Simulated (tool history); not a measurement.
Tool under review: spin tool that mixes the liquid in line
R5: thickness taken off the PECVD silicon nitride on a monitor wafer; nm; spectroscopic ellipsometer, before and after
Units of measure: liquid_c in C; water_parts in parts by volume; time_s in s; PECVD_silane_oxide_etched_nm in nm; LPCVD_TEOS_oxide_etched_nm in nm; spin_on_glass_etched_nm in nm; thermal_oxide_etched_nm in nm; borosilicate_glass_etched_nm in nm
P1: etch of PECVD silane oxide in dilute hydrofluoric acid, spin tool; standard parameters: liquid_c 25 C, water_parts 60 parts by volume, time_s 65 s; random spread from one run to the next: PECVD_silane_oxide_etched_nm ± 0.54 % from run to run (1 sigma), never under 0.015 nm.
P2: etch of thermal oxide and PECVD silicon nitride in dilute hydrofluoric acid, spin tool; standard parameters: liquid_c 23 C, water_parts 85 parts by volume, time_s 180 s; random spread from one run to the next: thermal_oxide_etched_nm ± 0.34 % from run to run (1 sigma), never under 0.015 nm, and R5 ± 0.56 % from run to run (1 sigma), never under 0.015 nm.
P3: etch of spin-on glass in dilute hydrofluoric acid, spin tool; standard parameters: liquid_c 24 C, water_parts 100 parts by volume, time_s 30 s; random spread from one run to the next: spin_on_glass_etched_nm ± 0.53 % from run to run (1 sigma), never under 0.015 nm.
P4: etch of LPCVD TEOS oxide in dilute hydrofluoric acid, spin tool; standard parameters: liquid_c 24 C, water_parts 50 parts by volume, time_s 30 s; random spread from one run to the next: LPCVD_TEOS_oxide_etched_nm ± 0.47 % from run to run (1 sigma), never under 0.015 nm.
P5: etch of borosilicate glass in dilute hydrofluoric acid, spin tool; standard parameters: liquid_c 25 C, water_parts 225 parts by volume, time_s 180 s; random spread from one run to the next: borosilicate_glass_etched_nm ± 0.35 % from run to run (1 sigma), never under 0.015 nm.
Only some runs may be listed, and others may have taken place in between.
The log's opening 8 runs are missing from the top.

Run 9, day 5.092: process P3, liquid_c 24 C, water_parts 100 parts by volume, time_s 30 s. Result: spin_on_glass_etched_nm 14.297 nm.
Run 10, day 5.692: process P1, liquid_c 25 C, water_parts 20 parts by volume, time_s 65 s. Result: PECVD_silane_oxide_etched_nm 65.658 nm.
Run 11, day 6.096: process P1, liquid_c 25 C, water_parts 95 parts by volume, time_s 65 s. Result: PECVD_silane_oxide_etched_nm 12.283 nm.
Run 12, day 6.812: process P1, liquid_c 25 C, water_parts 60 parts by volume, time_s 65 s. Result: PECVD_silane_oxide_etched_nm 20.657 nm.
Run 13, day 7.396: process P3, liquid_c 24 C, water_parts 100 parts by volume, time_s 30 s. Result: spin_on_glass_etched_nm 14.465 nm.
Run 14, day 8.112: process P1, liquid_c 25 C, water_parts 85 parts by volume, time_s 15 s. Result: PECVD_silane_oxide_etched_nm 3.2177 nm.
Run 15, day 8.629: process P1, liquid_c 25 C, water_parts 60 parts by volume, time_s 65 s. Result: PECVD_silane_oxide_etched_nm 20.716 nm.
Run 16, day 9.004: process P5, liquid_c 25 C, water_parts 225 parts by volume, time_s 330 s. Result: borosilicate_glass_etched_nm 31.336 nm.
Run 17, day 9.571: process P2, liquid_c 23 C, water_parts 85 parts by volume, time_s 65 s. Result: thermal_oxide_etched_nm 3.5869 nm, R5 2.5792 nm.
Run 18, day 10.162: process P1, liquid_c 25 C, water_parts 60 parts by volume, time_s 65 s. Result: PECVD_silane_oxide_etched_nm 20.376 nm.
Run 19, day 10.662: process P1, liquid_c 25 C, water_parts 60 parts by volume, time_s 65 s. Result: PECVD_silane_oxide_etched_nm 20.584 nm.
Run 20, day 11.1: process P4, liquid_c 30.5 C, water_parts 50 parts by volume, time_s 30 s. Result: LPCVD_TEOS_oxide_etched_nm 15.28 nm.
Run 21, day 11.567: process P2, liquid_c 17 C, water_parts 85 parts by volume, time_s 180 s. Result: thermal_oxide_etched_nm 7.7707 nm, R5 4.6949 nm.
Run 22, day 12.238: process P1, liquid_c 25 C, water_parts 60 parts by volume, time_s 15 s. Result: PECVD_silane_oxide_etched_nm 4.7703 nm.
Run 23, day 12.679: process P5, liquid_c 25 C, water_parts 50 parts by volume, time_s 180 s. Result: borosilicate_glass_etched_nm 95.077 nm.
Run 24, day 13.212: process P1, liquid_c 19 C, water_parts 60 parts by volume, time_s 65 s. Result: PECVD_silane_oxide_etched_nm 16.165 nm.
Run 25, day 13.746: process P5, liquid_c 18.5 C, water_parts 225 parts by volume, time_s 180 s. Result: borosilicate_glass_etched_nm 13.444 nm.
Run 26, day 14.158: process P5, liquid_c 25 C, water_parts 225 parts by volume, time_s 180 s. Result: borosilicate_glass_etched_nm 17.126 nm.
Run 27, day 14.888: process P3, liquid_c 17 C, water_parts 100 parts by volume, time_s 30 s. Result: spin_on_glass_etched_nm 10.94 nm.
Run 28, day 15.4: process P1, liquid_c 25 C, water_parts 60 parts by volume, time_s 115 s. Result: PECVD_silane_oxide_etched_nm 36.184 nm.
Run 29, day 15.892: process P2, liquid_c 23 C, water_parts 85 parts by volume, time_s 180 s. Result: thermal_oxide_etched_nm 9.8616 nm, R5 7.1977 nm.
Run 30, day 16.475: process P1, liquid_c 25 C, water_parts 60 parts by volume, time_s 65 s. Result: PECVD_silane_oxide_etched_nm 20.696 nm.

Estimate the outcome of run 31 from the log above:
Run 31, day 16.842: process P3, liquid_c 24 C, water_parts 100 parts by volume, time_s 15 s. Result: spin_on_glass_etched_nm ?.

spin_on_glass_etched_nm: 7.2655 nm
